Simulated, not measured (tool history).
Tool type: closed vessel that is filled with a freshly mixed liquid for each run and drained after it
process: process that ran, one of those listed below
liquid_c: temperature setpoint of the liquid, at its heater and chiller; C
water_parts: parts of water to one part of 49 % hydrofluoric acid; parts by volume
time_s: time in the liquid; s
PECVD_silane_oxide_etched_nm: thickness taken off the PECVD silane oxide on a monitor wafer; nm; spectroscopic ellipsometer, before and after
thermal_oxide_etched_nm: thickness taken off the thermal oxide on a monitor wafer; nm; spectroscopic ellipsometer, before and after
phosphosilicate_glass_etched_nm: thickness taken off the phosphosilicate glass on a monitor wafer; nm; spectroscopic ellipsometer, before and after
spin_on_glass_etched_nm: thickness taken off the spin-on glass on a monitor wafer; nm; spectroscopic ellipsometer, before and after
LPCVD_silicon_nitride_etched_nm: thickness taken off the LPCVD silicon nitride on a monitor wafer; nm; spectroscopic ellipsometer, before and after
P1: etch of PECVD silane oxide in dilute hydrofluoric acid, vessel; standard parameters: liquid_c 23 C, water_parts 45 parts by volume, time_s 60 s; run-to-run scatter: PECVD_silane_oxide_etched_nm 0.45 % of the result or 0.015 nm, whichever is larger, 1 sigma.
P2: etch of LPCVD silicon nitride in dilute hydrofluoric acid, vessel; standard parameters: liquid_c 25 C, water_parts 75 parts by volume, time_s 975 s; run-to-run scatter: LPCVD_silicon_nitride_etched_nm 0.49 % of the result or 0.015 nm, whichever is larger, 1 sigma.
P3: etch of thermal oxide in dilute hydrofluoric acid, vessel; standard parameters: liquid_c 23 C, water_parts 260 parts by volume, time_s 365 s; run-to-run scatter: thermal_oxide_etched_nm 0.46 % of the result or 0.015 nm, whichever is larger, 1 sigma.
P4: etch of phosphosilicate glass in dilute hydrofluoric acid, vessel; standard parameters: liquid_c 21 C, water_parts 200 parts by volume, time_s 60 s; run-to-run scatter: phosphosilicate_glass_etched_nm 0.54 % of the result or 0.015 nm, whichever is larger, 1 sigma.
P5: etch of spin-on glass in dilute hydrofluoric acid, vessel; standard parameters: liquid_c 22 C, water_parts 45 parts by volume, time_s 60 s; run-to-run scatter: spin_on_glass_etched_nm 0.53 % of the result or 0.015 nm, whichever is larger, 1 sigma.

run,hour,process,liquid_c,water_parts,time_s,PECVD_silane_oxide_etched_nm,thermal_oxide_etched_nm,phosphosilicate_glass_etched_nm,spin_on_glass_etched_nm,LPCVD_silicon_nitride_etched_nm
1,19.2,P1,23,45,60,51.896,,,,
2,27.6,P1,23,45,60,52.027,,,,
3,45.7,P3,23,50,365,,35.883,,,
4,58.9,P4,21,40,60,,,174.92,,
5,69.2,P1,17.5,45,60,41.142,,,,
6,87.2,P1,23,20,30,60.53,,,,
7,102,P1,23,45,60,52.18,,,,
8,112.5,P1,17.5,25,60,75.724,,,,
9,125,P1,23,25,60,96.306,,,,
10,144.2,P3,31,260,365,,7.1106,,,
# hour 153.2: thermometer replaced
11,161.6,P4,29,200,60,,,39.009,,
12,176.5,P5,22,45,60,,,,76.731,
13,194.9,P2,31,75,975,,,,,9.6451
14,208.7,P5,18.5,45,60,,,,65.298,
15,225.1,P2,25,75,975,,,,,6.5556
16,234.7,P5,22,45,110,,,,138.67,
17,247.8,P1,23,45,30,25.958,,,,
18,256.3,P2,25,120,975,,,,,4.1185
19,266.3,P4,21,200,60,,,29.226,,
20,277.6,P5,22,45,60,,,,75.602,
21,289.8,P2,25,75,975,,,,,6.4999
22,302.2,P1,23,45,60,52.16,,,,
23,314.7,P3,23,260,365,,5.4074,,,
24,331.5,P1,28.5,45,60,65.191,,,,
25,343.7,P4,21,200,60,,,28.849,,
26,360.7,P1,23,45,115,99.108,,,,
27,377,P3,23,260,630,,9.4165,,,
28,388.2,P2,25,75,1620,,,,,10.821
29,399.3,P1,23,45,60,52.025,,,,
30,418.7,P3,23,260,365,,5.4211,,,
31,427.8,P1,23,70,60,32.614,,,,
32,440.3,P5,22,20,60,,,,176.54,
33,459.1,P4,21,200,30,,,14.618,,
34,467.9,P1,23,45,60,52.138,,,,
35,487.3,P1,23,45,60,50.257,,,,
36,499.8,P1,23,45,60,49.489,,,,
37,517,P1,23,45,60,49.246,,,,
38,536,P1,23,45,60,48.548,,,,
39,553.5,P1,23,45,60,48.384,,,,
40,571.8,P1,23,45,60,48.688,,,,

P1 has crept away from where it was. The log is fitted equally well by each of these 2 causes, at the sizes shown:
A: liquid colder than its thermometer reads (K) = 1.61
B: hydrofluoric acid flow below the setpoint (%) = 6.14
The creep began at about hour 467.9.

The 4 check runs listed below each average the results of 2 wafers, and their outcomes are marked with question marks. Under which run would the listed causes produce clearly different results?
check 1,590.1,P5,22,20,60,,,,?,
check 2,590.1,P3,29.5,55,365,,?,,,
check 3,590.1,P2,25,110,975,,,,,?
check 4,590.1,P4,28.5,65,60,,,?,,

What each check would give under each cause:
check,result,if A,if B
check 1,spin_on_glass_etched_nm,164.37,165.07
check 2,thermal_oxide_etched_nm,39.333,39.127
check 3,LPCVD_silicon_nitride_etched_nm,4.0296,4.2051
check 4,phosphosilicate_glass_etched_nm,131.94,131.15
How far apart the two closest causes lie, in the result that separates them most: check 1 0.42 %; check 2 0.53 %; check 3 4.26 %; check 4 0.6 %
Only check 3 tells the causes apart: in the others they would give nearly the same result.

After running check 3, the following was obtained: LPCVD_silicon_nitride_etched_nm 4.1984 nm. Which cause does this point to?

It is B: hydrofluoric acid flow below the setpoint (%).
